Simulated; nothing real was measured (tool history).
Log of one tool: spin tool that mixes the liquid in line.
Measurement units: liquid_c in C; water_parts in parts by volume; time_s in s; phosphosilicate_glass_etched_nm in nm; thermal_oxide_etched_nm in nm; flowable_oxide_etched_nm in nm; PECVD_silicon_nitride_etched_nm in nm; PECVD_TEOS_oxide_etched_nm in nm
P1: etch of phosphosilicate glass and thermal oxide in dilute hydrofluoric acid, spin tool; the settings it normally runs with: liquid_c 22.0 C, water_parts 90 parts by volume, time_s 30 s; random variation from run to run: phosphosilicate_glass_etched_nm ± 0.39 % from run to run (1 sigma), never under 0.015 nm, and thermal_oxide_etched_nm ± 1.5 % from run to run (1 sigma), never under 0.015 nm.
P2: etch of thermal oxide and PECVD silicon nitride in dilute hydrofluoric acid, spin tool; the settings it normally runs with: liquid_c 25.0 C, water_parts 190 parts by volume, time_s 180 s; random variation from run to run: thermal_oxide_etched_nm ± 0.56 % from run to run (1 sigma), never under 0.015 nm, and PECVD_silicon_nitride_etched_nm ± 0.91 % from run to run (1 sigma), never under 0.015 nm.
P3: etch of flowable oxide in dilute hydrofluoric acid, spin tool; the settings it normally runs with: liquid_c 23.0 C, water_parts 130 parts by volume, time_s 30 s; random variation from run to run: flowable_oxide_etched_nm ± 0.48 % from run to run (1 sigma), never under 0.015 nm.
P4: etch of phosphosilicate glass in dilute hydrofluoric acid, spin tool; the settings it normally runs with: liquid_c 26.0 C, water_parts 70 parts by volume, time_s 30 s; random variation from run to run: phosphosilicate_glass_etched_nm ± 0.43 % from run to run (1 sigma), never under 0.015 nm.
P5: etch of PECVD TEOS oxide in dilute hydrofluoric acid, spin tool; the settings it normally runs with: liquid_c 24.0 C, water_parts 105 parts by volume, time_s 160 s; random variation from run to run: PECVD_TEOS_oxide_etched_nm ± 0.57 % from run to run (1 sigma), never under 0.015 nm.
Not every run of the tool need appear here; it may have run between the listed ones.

run	day	process	liquid_c	water_parts	time_s	phosphosilicate_glass_etched_nm	thermal_oxide_etched_nm	flowable_oxide_etched_nm	PECVD_silicon_nitride_etched_nm	PECVD_TEOS_oxide_etched_nm
1	0.238	P1	22.0	90	30	25.010	1.33360			
2	0.692	P3	17.5	130	30			3.6857		
3	0.988	P2	25.0	35	180		26.68000		15.90300	
4	1.304	P1	17.0	90	30	20.340	1.06850			
5	1.612	P2	25.0	190	180		4.06700		2.97600	
6	2.104	P2	25.0	190	15		0.35351		0.25935	
7	2.629	P5	24.0	165	160					13.817
8	3.088	P3	23.0	130	30			4.6142		
9	3.542	P1	22.0	150	30	14.053	0.72810			
10	3.788	P3	23.0	130	30			4.5749		
11	4.171	P5	24.0	105	80					11.562
12	4.567	P1	22.0	90	30	24.995	1.27480			
13	4.888	P1	22.0	50	30	46.879	2.47580			
14	5.358	P5	24.0	105	160					23.165
15	5.721	P4	26.0	35	30	117.200				
16	5.958	P4	26.0	70	55	102.120				
17	6.333	P1	27.0	20	30	150.250	7.94200			
18	6.825	P4	30.0	70	30	65.381				
19	7.171	P1	22.0	90	30	25.086	1.35130			
20	7.667	P3	23.0	190	30			2.9459		

Run 21 is up next; what results do you expect?
21	8.175	P2	18.0	190	180		?		?	

Logged for run 21: thermal_oxide_etched_nm 3.15790 nm, PECVD_silicon_nitride_etched_nm 1.90510 nm.
